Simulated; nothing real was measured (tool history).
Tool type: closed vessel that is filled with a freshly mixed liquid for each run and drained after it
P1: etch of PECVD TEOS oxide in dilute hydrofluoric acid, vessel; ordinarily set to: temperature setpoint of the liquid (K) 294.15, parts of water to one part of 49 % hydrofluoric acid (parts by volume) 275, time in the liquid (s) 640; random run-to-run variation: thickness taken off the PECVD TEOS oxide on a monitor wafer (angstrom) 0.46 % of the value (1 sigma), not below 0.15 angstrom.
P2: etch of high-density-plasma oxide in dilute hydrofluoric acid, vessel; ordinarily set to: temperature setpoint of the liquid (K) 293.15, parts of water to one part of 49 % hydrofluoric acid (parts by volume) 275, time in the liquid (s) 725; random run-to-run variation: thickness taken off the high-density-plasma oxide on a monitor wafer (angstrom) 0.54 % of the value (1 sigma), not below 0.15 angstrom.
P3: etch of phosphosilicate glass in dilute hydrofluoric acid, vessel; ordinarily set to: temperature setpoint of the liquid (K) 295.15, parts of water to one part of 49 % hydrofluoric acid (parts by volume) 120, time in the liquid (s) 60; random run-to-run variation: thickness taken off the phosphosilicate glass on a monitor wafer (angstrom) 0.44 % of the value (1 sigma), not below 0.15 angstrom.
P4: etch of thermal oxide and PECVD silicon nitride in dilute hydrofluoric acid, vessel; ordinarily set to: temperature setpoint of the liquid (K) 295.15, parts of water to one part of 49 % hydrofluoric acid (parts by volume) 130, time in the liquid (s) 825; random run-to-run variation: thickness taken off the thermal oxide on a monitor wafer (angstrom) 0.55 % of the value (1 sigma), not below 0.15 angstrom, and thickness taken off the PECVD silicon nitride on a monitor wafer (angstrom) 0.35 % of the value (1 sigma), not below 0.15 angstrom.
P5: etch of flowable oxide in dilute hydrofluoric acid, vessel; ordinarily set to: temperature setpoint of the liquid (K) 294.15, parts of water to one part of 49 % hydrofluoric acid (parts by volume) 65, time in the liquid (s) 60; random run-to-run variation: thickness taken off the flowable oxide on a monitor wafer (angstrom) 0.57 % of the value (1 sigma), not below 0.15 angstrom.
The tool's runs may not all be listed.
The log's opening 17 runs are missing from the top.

run	hour	process that ran	temperature setpoint of the liquid (K)	parts of water to one part of 49 % hydrofluoric acid (parts by volume)	time in the liquid (s)	thickness taken off the PECVD TEOS oxide on a monitor wafer (angstrom)	thickness taken off the phosphosilicate glass on a monitor wafer (angstrom)	thickness taken off the high-density-plasma oxide on a monitor wafer (angstrom)	thickness taken off the thermal oxide on a monitor wafer (angstrom)	thickness taken off the PECVD silicon nitride on a monitor wafer (angstrom)	thickness taken off the flowable oxide on a monitor wafer (angstrom)
18	185.3	P5	294.15	65	60						556.85
19	199.8	P1	294.15	480	640	115.5					
20	210.6	P1	294.15	55	85	201.91					
21	221.3	P1	290.15	275	640	209.01					
22	234	P5	301.65	65	60						747.84
23	244.6	P1	294.15	275	640	244.69					
24	255.9	P1	294.15	275	640	240.43					
25	263.5	P5	294.15	65	60						551.65
26	273.4	P3	295.15	120	60		554.16				
27	283.3	P1	294.15	275	640	241.44					
28	290.9	P1	294.15	275	170	64.318					
29	301.5	P1	297.65	275	640	274.41					
30	312	P4	295.15	130	1550				485.3	214.02	

Predict the results of run 31:
31	318.9	P4	295.15	130	825				?	?	

{"run 31": {"thickness taken off the thermal oxide on a monitor wafer (angstrom)": 258.9, "thickness taken off the PECVD silicon nitride on a monitor wafer (angstrom)": 113.44}}
